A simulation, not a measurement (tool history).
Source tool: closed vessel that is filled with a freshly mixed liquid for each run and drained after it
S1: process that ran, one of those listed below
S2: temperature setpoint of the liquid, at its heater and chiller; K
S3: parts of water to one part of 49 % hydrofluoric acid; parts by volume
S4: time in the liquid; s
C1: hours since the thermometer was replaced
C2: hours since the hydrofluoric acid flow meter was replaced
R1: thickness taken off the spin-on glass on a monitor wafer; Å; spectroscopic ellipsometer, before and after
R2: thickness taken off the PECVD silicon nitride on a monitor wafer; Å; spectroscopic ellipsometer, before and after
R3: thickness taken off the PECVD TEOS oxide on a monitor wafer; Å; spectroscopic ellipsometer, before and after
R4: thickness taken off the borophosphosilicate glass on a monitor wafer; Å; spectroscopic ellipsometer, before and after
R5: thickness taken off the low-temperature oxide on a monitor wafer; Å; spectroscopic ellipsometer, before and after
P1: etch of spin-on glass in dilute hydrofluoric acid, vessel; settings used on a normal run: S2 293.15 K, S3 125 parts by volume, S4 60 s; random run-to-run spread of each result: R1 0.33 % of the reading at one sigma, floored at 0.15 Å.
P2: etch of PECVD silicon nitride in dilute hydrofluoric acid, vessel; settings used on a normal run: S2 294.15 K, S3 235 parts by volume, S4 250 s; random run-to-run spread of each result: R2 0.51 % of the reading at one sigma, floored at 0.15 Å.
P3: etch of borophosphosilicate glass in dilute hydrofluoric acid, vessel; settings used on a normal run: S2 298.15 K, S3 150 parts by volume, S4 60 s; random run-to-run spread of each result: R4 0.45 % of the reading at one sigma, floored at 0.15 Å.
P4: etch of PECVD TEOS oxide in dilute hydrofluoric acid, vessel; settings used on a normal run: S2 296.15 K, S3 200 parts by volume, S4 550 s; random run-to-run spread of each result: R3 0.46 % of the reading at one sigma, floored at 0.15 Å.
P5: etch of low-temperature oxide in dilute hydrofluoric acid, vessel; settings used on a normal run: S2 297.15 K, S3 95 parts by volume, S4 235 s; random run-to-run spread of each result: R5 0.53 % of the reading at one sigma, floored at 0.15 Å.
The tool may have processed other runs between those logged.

run     day  S1      S2   S3   S4      C1     C2       R1      R2      R3      R4       R5
  1   0.367  P1  293.15  125   60  1073.6  107.6  146.320
  2   0.858  P1  290.15  125   30  1085.4  119.4   64.410
  3   1.333  P2  294.15  235  250  1096.8  130.8           50.274
  4   1.808  P1  293.15  125   60  1108.2  142.2  145.200
  5   2.250  P1  293.15  125   60  1118.8  152.8  146.480
  6   2.796  P1  293.15  125   60  1131.9  165.9  145.170
  7   3.421  P4  296.15  200  985  1146.9  180.9                   489.96
  8   3.888  P2  294.15  410  250  1158.1  192.1           29.218
  9   4.533  P4  296.15  200  550  1173.6  207.6                   275.79
 10   5.192  P1  290.15  125   60  1189.4  223.4  129.650
 11   5.754  P3  298.15  245   60  1202.9  236.9                           140.99
 12   6.225  P4  303.15  200  550  1214.2  248.2                   353.20
 13   6.529  P3  298.15  150   30  1221.5  255.5                           126.68
 14   7.146  P1  293.15  215   60  1236.3  270.3   76.830
 15   7.812  P1  293.15  125   30  1252.3  286.3   72.773
 16   8.317  P1  293.15   40   60  1264.4  298.4  503.610
 17   8.867  P1  301.15  125   60  1277.6  311.6  198.850
 18   9.338  P3  294.15  150   60  1288.9  322.9                           218.32
 19   9.912  P5  291.15   95  235  1302.7  336.7                                   225.520
 20  10.400  P5  297.15   95  235  1314.4  348.4                                   288.700
 21  11.042  P2  294.15  235   95  1329.8  363.8           18.949
 22  11.362  P4  296.15   80  550  1337.5  371.5                   791.85
 23  11.925  P5  297.15  160  235  1351.0  385.0                                   156.850
 24  12.579  P2  290.15  235  250  1366.7  400.7           38.913
 25  13.104  P1  293.15  125   60  1379.3  413.3  145.760
 26  13.783  P3  298.15  150   60  1395.6  429.6                           256.43
 27  14.321  P1  293.15  125  100  1408.5  442.5  242.620
 28  14.925  P1  293.15  125   60  1423.0  457.0  145.280
 29  15.438  P5  297.15   95   30  1435.3  469.3                                    37.275
 30  16.079  P1  293.15  125   60  1450.7  484.7  146.390
 31  16.462  P1  293.15  125   60  1459.9  493.9  148.800
 32  16.838  P1  293.15  125   60  1468.9  502.9  150.570
 33  17.504  P1  293.15  125   60  1484.9  518.9  153.000
 34  18.067  P1  293.15  125   60  1498.4  532.4  154.200
 35  18.575  P1  293.15  125   60  1510.6  544.6  154.870
 36  18.921  P1  293.15  125   60  1518.9  552.9  155.730
 37  19.329  P1  293.15  125   60  1528.7  562.7  155.230
 38  20.004  P1  293.15  125   60  1544.9  578.9  157.370
 39  20.496  P1  293.15  125   60  1556.7  590.7  156.800
 40  20.950  P1  293.15  125   60  1567.6  601.6  156.810
 41  21.400  P1  293.15  125   60  1578.4  612.4  157.270

The output of P1 has drifted from where it used to be. Each of the 2 causes below, taken at the size shown beside it, accounts for the log equally well:
A: liquid hotter than its thermometer reads (K) = 1.84
B: hydrofluoric acid flow above the setpoint (%) = 6.71
The creep began at about day 16.079.

4 check runs are offered, one wafer each, their results left as question marks. Which one tells the causes apart?
check 1  21.850  P4  296.15  200  550                   ?
check 2  21.850  P2  294.15  235  250               ?
check 3  21.850  P5  297.15   95  235                           ?
check 4  21.850  P3  298.15  150   60                       ?

How each check would come out, cause by cause:
  check  result     if A     if B
check 1      R3   293.78   296.79
check 2      R2   56.502   53.541
check 3      R5  308.390  308.320
check 4      R4   272.89   274.82
Per-check spread between the two closest causes, in the result where they differ most: check 1 1.02 %; check 2 5.38 %; check 3 0.02 %; check 4 0.7 %
Of the check runs offered, only check 2 discriminates between the causes; the rest would read about the same regardless of which cause applies.

Running check 2 produced the following: R2 53.984 Å. Which one of the listed causes fits?

The correct cause is B, namely: hydrofluoric acid flow above the setpoint (%).
